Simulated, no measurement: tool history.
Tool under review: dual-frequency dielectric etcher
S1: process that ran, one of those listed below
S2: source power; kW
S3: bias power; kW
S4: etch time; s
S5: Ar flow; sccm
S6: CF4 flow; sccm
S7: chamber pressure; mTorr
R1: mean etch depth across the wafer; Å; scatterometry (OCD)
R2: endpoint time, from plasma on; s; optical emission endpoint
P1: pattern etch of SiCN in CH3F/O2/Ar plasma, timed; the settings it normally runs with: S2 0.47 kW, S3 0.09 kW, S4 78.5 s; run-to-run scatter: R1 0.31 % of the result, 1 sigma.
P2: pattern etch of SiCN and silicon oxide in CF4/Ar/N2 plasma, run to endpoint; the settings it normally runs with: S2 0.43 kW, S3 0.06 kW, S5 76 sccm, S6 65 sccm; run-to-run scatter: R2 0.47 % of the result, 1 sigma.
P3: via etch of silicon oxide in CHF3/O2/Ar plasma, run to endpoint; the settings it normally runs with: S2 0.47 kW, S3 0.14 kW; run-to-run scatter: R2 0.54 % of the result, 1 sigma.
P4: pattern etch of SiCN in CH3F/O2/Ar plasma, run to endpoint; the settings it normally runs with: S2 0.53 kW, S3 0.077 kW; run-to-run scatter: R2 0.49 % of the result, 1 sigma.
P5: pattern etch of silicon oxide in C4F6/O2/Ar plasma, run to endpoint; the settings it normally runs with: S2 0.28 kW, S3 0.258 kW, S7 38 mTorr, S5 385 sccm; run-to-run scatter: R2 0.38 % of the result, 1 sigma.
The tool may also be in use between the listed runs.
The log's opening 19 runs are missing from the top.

Run 20, hour 223.7: S1 P3, S2 0.47 kW, S3 0.182 kW. Result: R2 448.05 s.
Run 21, hour 240.6: S1 P5, S2 0.28 kW, S3 0.258 kW, S5 385 sccm, S7 38 mTorr. Result: R2 15.155 s.
Run 22, hour 255.7: S1 P5, S2 0.28 kW, S3 0.258 kW, S5 385 sccm, S7 45 mTorr. Result: R2 15.577 s.
Run 23, hour 269.7: S1 P4, S2 0.53 kW, S3 0.077 kW. Result: R2 26.818 s.
Run 24, hour 285.7: S1 P1, S2 0.47 kW, S3 0.09 kW, S4 78.5 s. Result: R1 342.76 Å.
Run 25, hour 302.6: S1 P1, S2 0.47 kW, S3 0.121 kW, S4 78.5 s. Result: R1 381.8 Å.
Run 26, hour 310.1: S1 P3, S2 0.47 kW, S3 0.14 kW. Result: R2 494.05 s.
Run 27, hour 324.2: S1 P1, S2 0.47 kW, S3 0.09 kW, S4 78.5 s. Result: R1 341.26 Å.
Run 28, hour 336.4: S1 P2, S2 0.26 kW, S3 0.06 kW, S5 76 sccm, S6 65 sccm. Result: R2 31.756 s.
Run 29, hour 350.5: S1 P1, S2 0.47 kW, S3 0.09 kW, S4 78.5 s. Result: R1 345.01 Å.
Run 30, hour 363.7: S1 P1, S2 0.47 kW, S3 0.09 kW, S4 78.5 s. Result: R1 343.04 Å.

Forecast run 31:
Run 31, hour 374.4: S1 P1, S2 0.47 kW, S3 0.09 kW, S4 78.5 s. Result: R1 ?.

For run 31 the tool returned R1 338.8 Å.

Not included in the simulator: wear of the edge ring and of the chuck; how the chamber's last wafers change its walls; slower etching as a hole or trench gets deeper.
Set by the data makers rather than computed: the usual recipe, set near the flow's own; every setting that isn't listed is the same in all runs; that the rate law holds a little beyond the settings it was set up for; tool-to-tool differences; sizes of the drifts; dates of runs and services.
